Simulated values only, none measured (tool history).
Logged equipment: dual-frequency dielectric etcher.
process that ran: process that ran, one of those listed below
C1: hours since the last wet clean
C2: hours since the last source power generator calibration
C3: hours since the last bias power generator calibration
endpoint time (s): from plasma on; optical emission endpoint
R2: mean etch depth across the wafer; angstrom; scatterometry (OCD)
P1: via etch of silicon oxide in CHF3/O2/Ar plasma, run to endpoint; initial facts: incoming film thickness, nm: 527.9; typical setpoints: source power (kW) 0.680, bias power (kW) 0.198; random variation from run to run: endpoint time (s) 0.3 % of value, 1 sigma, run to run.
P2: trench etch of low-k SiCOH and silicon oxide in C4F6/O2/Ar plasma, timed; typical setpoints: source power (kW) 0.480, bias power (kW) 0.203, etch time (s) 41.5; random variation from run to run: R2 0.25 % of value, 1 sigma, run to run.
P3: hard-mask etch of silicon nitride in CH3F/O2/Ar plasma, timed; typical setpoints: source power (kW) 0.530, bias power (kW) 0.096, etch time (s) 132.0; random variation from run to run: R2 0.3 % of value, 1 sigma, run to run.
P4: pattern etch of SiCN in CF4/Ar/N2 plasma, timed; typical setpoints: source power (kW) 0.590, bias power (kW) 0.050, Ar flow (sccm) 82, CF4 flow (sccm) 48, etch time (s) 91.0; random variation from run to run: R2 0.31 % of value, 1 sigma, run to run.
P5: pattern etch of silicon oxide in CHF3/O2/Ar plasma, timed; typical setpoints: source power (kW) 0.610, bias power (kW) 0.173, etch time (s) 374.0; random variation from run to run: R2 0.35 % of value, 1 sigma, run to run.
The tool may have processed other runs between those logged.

run 1 hour=9.3 | process_that_ran=P1 source_power_(kW)=0.680 bias_power_(kW)=0.198 | C1=175.7 C2=2270.6 C3=926.0 | endpoint_time_(s)=244.74
run 2 hour=20.6 | process_that_ran=P1 source_power_(kW)=0.680 bias_power_(kW)=0.198 | C1=187.0 C2=2281.9 C3=937.3 | endpoint_time_(s)=246.88
run 3 hour=27.1 | process_that_ran=P1 source_power_(kW)=0.440 bias_power_(kW)=0.198 | C1=193.5 C2=2288.4 C3=943.8 | endpoint_time_(s)=290.02
run 4 hour=35.7 | process_that_ran=P2 source_power_(kW)=0.480 bias_power_(kW)=0.124 etch_time_(s)=41.5 | C1=202.1 C2=2297.0 C3=952.4 | R2=1259.20
run 5 hour=44.7 | process_that_ran=P4 source_power_(kW)=0.590 bias_power_(kW)=0.050 etch_time_(s)=91.0 Ar_flow_(sccm)=82 CF4_flow_(sccm)=67 | C1=211.1 C2=2306.0 C3=961.4 | R2=892.08
run 6 hour=55.8 | process_that_ran=P5 source_power_(kW)=0.610 bias_power_(kW)=0.173 etch_time_(s)=374.0 | C1=222.2 C2=2317.1 C3=972.5 | R2=7238.80
run 7 hour=64.4 | process_that_ran=P1 source_power_(kW)=0.910 bias_power_(kW)=0.198 | C1=230.8 C2=2325.7 C3=981.1 | endpoint_time_(s)=219.67
run 8 hour=70.0 | process_that_ran=P1 source_power_(kW)=0.680 bias_power_(kW)=0.198 | C1=236.4 C2=2331.3 C3=986.7 | endpoint_time_(s)=245.81
run 9 hour=78.1 | process_that_ran=P5 source_power_(kW)=0.610 bias_power_(kW)=0.173 etch_time_(s)=254.0 | C1=244.5 C2=2339.4 C3=994.8 | R2=4910.40
run 10 hour=84.9 | process_that_ran=P4 source_power_(kW)=0.590 bias_power_(kW)=0.067 etch_time_(s)=91.0 Ar_flow_(sccm)=82 CF4_flow_(sccm)=48 | C1=251.3 C2=2346.2 C3=1001.6 | R2=923.52
run 11 hour=90.8 | process_that_ran=P2 source_power_(kW)=0.590 bias_power_(kW)=0.203 etch_time_(s)=41.5 | C1=257.2 C2=2352.1 C3=1007.5 | R2=1586.60
run 12 hour=100.0 | process_that_ran=P4 source_power_(kW)=0.820 bias_power_(kW)=0.050 etch_time_(s)=91.0 Ar_flow_(sccm)=82 CF4_flow_(sccm)=48 | C1=266.4 C2=2361.3 C3=1016.7 | R2=1122.60
run 13 hour=107.5 | process_that_ran=P1 source_power_(kW)=0.860 bias_power_(kW)=0.121 | C1=273.9 C2=2368.8 C3=1024.2 | endpoint_time_(s)=262.42
run 14 hour=117.3 | process_that_ran=P2 source_power_(kW)=0.480 bias_power_(kW)=0.203 etch_time_(s)=41.5 | C1=283.7 C2=2378.6 C3=1034.0 | R2=1458.70
run 15 hour=126.7 | process_that_ran=P2 source_power_(kW)=0.480 bias_power_(kW)=0.203 etch_time_(s)=25.5 | C1=293.1 C2=2388.0 C3=1043.4 | R2=904.58
run 16 hour=132.2 | process_that_ran=P3 source_power_(kW)=0.530 bias_power_(kW)=0.096 etch_time_(s)=132.0 | C1=298.6 C2=2393.5 C3=1048.9 | R2=1132.40
run 17 hour=141.9 | process_that_ran=P1 source_power_(kW)=0.680 bias_power_(kW)=0.119 | C1=308.3 C2=2403.2 C3=1058.6 | endpoint_time_(s)=289.56
run 18 hour=152.9 | process_that_ran=P4 source_power_(kW)=0.590 bias_power_(kW)=0.050 etch_time_(s)=91.0 Ar_flow_(sccm)=51 CF4_flow_(sccm)=48 | C1=319.3 C2=2414.2 C3=1069.6 | R2=911.69
run 19 hour=162.0 | process_that_ran=P1 source_power_(kW)=0.680 bias_power_(kW)=0.198 | C1=328.4 C2=2423.3 C3=1078.7 | endpoint_time_(s)=245.36
run 20 hour=169.7 | process_that_ran=P1 source_power_(kW)=0.680 bias_power_(kW)=0.198 | C1=336.1 C2=2431.0 C3=1086.4 | endpoint_time_(s)=244.96
run 21 hour=178.5 | process_that_ran=P1 source_power_(kW)=0.680 bias_power_(kW)=0.251 | C1=344.9 C2=2439.8 C3=1095.2 | endpoint_time_(s)=227.51
run 22 hour=189.4 | process_that_ran=P3 source_power_(kW)=0.380 bias_power_(kW)=0.096 etch_time_(s)=132.0 | C1=355.8 C2=2450.7 C3=1106.1 | R2=1008.90
run 23 hour=198.5 | process_that_ran=P5 source_power_(kW)=0.610 bias_power_(kW)=0.173 etch_time_(s)=374.0 | C1=364.9 C2=2459.8 C3=1115.2 | R2=7266.10
run 24 hour=205.0 | process_that_ran=P3 source_power_(kW)=0.530 bias_power_(kW)=0.096 etch_time_(s)=72.5 | C1=371.4 C2=2466.3 C3=1121.7 | R2=627.26
run 25 hour=211.9 | process_that_ran=P5 source_power_(kW)=0.420 bias_power_(kW)=0.173 etch_time_(s)=374.0 | C1=378.3 C2=2473.2 C3=1128.6 | R2=6280.70
run 26 hour=217.4 | process_that_ran=P3 source_power_(kW)=0.530 bias_power_(kW)=0.096 etch_time_(s)=132.0 | C1=383.8 C2=2478.7 C3=1134.1 | R2=1140.00
run 27 hour=227.7 | process_that_ran=P4 source_power_(kW)=0.590 bias_power_(kW)=0.050 etch_time_(s)=57.0 Ar_flow_(sccm)=82 CF4_flow_(sccm)=48 | C1=394.1 C2=2489.0 C3=1144.4 | R2=526.43
run 28 hour=237.6 | process_that_ran=P5 source_power_(kW)=0.610 bias_power_(kW)=0.103 etch_time_(s)=374.0 | C1=404.0 C2=2498.9 C3=1154.3 | R2=6193.80
run 29 hour=245.0 | process_that_ran=P3 source_power_(kW)=0.530 bias_power_(kW)=0.123 etch_time_(s)=132.0 | C1=411.4 C2=2506.3 C3=1161.7 | R2=1236.60
run 30 hour=254.0 | process_that_ran=P4 source_power_(kW)=0.590 bias_power_(kW)=0.050 etch_time_(s)=91.0 Ar_flow_(sccm)=82 CF4_flow_(sccm)=48 | C1=420.4 C2=2515.3 C3=1170.7 | R2=837.82
run 31 hour=260.5 | process_that_ran=P1 source_power_(kW)=0.680 bias_power_(kW)=0.198 | C1=426.9 C2=2521.8 C3=1177.2 | endpoint_time_(s)=245.88
run 32 hour=271.4 | process_that_ran=P1 source_power_(kW)=0.680 bias_power_(kW)=0.198 | C1=437.8 C2=2532.7 C3=1188.1 | endpoint_time_(s)=247.91
run 33 hour=278.8 | process_that_ran=P1 source_power_(kW)=0.680 bias_power_(kW)=0.198 | C1=445.2 C2=2540.1 C3=1195.5 | endpoint_time_(s)=247.92
run 34 hour=289.4 | process_that_ran=P1 source_power_(kW)=0.680 bias_power_(kW)=0.198 | C1=455.8 C2=2550.7 C3=1206.1 | endpoint_time_(s)=247.55
run 35 hour=299.8 | process_that_ran=P1 source_power_(kW)=0.680 bias_power_(kW)=0.198 | C1=466.2 C2=2561.1 C3=1216.5 | endpoint_time_(s)=249.25
run 36 hour=310.7 | process_that_ran=P1 source_power_(kW)=0.680 bias_power_(kW)=0.198 | C1=477.1 C2=2572.0 C3=1227.4 | endpoint_time_(s)=250.47
-- hour=321.3 wet clean of the chamber
run 37 hour=321.9 | process_that_ran=P1 source_power_(kW)=0.680 bias_power_(kW)=0.198 | C1=0.7 C2=2583.2 C3=1238.6 | endpoint_time_(s)=249.49
run 38 hour=329.3 | process_that_ran=P1 source_power_(kW)=0.680 bias_power_(kW)=0.198 | C1=8.1 C2=2590.6 C3=1246.0 | endpoint_time_(s)=250.26
run 39 hour=340.5 | process_that_ran=P1 source_power_(kW)=0.680 bias_power_(kW)=0.198 | C1=19.3 C2=2601.8 C3=1257.2 | endpoint_time_(s)=248.28
run 40 hour=348.6 | process_that_ran=P1 source_power_(kW)=0.680 bias_power_(kW)=0.198 | C1=27.4 C2=2609.9 C3=1265.3 | endpoint_time_(s)=248.03

What P1 gives has crept away from where it was. These 2 causes fit the log equally well, each at the size given:
A: source power that arrives under what is set, % = 3.87
B: bias power that arrives under what is set, % = 4.36
The drift started at roughly hour 260.5.
Excluded causes, each with its reason:
chamber walls in a state that lowers the etch rate, %: maintenance at hour 321.3, after the shift began, did not return the process to its former output

Listed below are the offered check runs, one wafer per run, with question marks in place of results. For which of them would the causes give clearly different outcomes?
run check 1 hour=356.7 | process_that_ran=P4 source_power_(kW)=0.590 bias_power_(kW)=0.050 etch_time_(s)=59.0 Ar_flow_(sccm)=82 CF4_flow_(sccm)=67 | R2=?
run check 2 hour=356.7 | process_that_ran=P3 source_power_(kW)=0.400 bias_power_(kW)=0.096 etch_time_(s)=72.5 | R2=?
run check 3 hour=356.7 | process_that_ran=P5 source_power_(kW)=0.610 bias_power_(kW)=0.132 etch_time_(s)=273.5 | R2=?
run check 4 hour=356.7 | process_that_ran=P2 source_power_(kW)=0.480 bias_power_(kW)=0.126 etch_time_(s)=26.0 | R2=?

What every check run would give for each of its results, assuming each possible cause in turn:
check=check_1 result=R2 if_A=557.12 if_B=569.40
check=check_2 result=R2 if_A=554.00 if_B=553.19
check=check_3 result=R2 if_A=4782.60 if_B=4789.60
check=check_4 result=R2 if_A=780.12 if_B=782.56
Per check, the gap between the least separated pair of causes, taken in the result that splits them most: check 1 2.18 %; check 2 0.15 %; check 3 0.15 %; check 4 0.31 %
Only check 1 tells the causes apart: in the others they would give nearly the same result.

Then check 1 was run and gave: R2 571.35 angstrom. Which cause is it?

It is B: bias power that arrives under what is set, %.
